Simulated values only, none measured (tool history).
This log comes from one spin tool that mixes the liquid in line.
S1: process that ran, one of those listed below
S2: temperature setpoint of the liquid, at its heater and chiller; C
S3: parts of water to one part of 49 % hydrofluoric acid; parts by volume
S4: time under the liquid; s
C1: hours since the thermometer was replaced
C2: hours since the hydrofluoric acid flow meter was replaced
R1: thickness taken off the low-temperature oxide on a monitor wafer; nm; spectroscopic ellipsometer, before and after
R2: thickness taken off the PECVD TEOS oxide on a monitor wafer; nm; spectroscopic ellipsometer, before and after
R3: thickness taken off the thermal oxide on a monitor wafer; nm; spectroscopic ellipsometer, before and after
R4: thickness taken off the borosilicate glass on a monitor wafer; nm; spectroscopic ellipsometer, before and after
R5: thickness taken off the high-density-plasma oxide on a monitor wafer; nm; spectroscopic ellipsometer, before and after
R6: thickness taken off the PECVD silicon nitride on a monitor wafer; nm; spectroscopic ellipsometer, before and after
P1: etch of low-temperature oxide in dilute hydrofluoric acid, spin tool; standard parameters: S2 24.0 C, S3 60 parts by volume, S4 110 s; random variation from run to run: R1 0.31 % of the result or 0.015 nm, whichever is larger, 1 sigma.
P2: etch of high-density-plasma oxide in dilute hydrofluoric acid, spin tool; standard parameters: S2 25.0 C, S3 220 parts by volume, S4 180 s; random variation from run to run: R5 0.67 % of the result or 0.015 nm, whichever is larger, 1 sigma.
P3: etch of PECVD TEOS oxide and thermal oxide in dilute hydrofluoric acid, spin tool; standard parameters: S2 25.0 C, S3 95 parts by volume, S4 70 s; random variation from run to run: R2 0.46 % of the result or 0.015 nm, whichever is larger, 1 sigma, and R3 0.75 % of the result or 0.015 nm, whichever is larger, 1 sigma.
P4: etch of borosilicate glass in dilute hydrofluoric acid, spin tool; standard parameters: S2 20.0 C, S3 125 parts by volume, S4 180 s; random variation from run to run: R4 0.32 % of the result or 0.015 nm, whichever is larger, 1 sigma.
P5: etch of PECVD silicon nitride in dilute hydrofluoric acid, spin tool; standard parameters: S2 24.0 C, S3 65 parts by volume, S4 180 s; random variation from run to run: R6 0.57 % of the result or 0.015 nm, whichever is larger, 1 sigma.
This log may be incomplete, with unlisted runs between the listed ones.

run   hour  S1    S2   S3   S4      C1     C2      R1      R2      R3       R4       R5       R6
  1    5.1  P1  24.0   60  110  1752.8  145.8  39.940
  2    9.8  P3  25.0   95  100  1757.5  150.5          27.506  5.1037
  3   17.8  P4  20.0  125  310  1765.5  158.5                           85.294
  4   23.6  P1  24.0   20   25  1771.3  164.3  28.965
  5   28.0  P3  25.0   95   70  1775.7  168.7          19.202  3.5728
      33.0  -- thermometer replaced
  6   33.0  P4  20.0  125  180     0.0  173.7                           49.824
  7   40.0  P1  24.0   60  190     7.0  180.7  69.579
  8   47.4  P4  27.5  125  180    14.4  188.1                           66.530
  9   54.6  P4  20.0  125  180    21.6  195.3                           49.776
 10   59.6  P1  17.0   60  110    26.6  200.3  29.913
 11   64.8  P2  25.0  220   75    31.8  205.5                                    1.7654
 12   68.5  P1  20.0   60  180    35.5  209.2  55.373
 13   72.5  P2  25.0   70  180    39.5  213.2                                   15.5660
 14   79.5  P1  24.0   60   55    46.5  220.2  20.123
 15   83.3  P3  20.5   95   70    50.3  224.0          16.083  2.9923
 16   88.8  P4  20.0   65  180    55.8  229.5                          102.260
 17   96.4  P1  24.0   60  110    63.4  237.1  40.305
 18  101.8  P2  25.0  220  180    68.8  242.5                                    4.1725
 19  110.2  P1  24.0   60  110    77.2  250.9  40.150
 20  117.0  P1  17.5   95  110    84.0  257.7  18.577
 21  122.8  P1  28.0   60  110    89.8  263.5  47.204
 22  128.7  P2  30.5  220  180    95.7  269.4                                    5.0184
 23  133.9  P1  24.0   60  110   100.9  274.6  40.100
 24  137.6  P5  18.0   65  180   104.6  278.3                                             7.3105
 25  142.1  P5  24.0   90  180   109.1  282.8                                             7.9375
 26  149.2  P1  24.0   60  110   116.2  289.9  39.810
 27  157.5  P5  24.0   65  290   124.5  298.2                                            17.7100
 28  163.3  P5  24.0   65  180   130.3  304.0                                            10.9610
 29  171.6  P1  24.0   95  110   138.6  312.3  24.241
 30  177.4  P1  24.0   60  110   144.4  318.1  40.058
 31  185.7  P3  25.0  155   70   152.7  326.4          10.880  2.0114
 32  191.9  P1  24.0   35  110   158.9  332.6  70.978
 33  198.9  P1  24.0   60  110   165.9  339.6  39.991
 34  204.5  P1  24.0   60  110   171.5  345.2  38.908
 35  208.3  P1  24.0   60  110   175.3  349.0  38.094
 36  214.7  P1  24.0   60  110   181.7  355.4  37.655
 37  219.7  P1  24.0   60  110   186.7  360.4  37.506
 38  223.4  P1  24.0   60  110   190.4  364.1  37.443
 39  228.1  P1  24.0   60  110   195.1  368.8  37.299
 40  232.7  P1  24.0   60  110   199.7  373.4  37.458

The output of P1 has drifted from where it used to be. Each of the 2 causes below, taken at the size shown beside it, accounts for the log equally well:
A: hydrofluoric acid flow below the setpoint (%) = 6.38
B: liquid colder than its thermometer reads (K) = 1.73
The onset of the drift is placed at about hour 198.9.

The check runs listed below each take one wafer, and their results are still question marks. Under which run would the listed causes lead to clearly different results?
check 1  237.3  P3  25.0  130   95               ?   ?
check 2  237.3  P4  25.0   85  180                       ?
check 3  237.3  P2  30.0  135  180                           ?
check 4  237.3  P5  19.5   65  180                               ?

If the cause were each of the candidates in turn, the checks would give the following:
  check  result    if A    if B
check 1      R2  16.910  17.072
check 1      R3  3.1578  3.1880
check 2      R4  87.229  87.587
check 3      R5  8.3011  8.4237
check 4      R6  7.5036  7.0916
How far apart the two closest causes lie, in the result that separates them most: check 1 0.95 %; check 2 0.41 %; check 3 1.47 %; check 4 5.65 %
The causes can be told apart only by check 4. The other checks would give nearly the same results under each of them.

Running check 4 produced the following: R6 7.5217 nm. Which one of the listed causes fits?

The cause is A: hydrofluoric acid flow below the setpoint (%).

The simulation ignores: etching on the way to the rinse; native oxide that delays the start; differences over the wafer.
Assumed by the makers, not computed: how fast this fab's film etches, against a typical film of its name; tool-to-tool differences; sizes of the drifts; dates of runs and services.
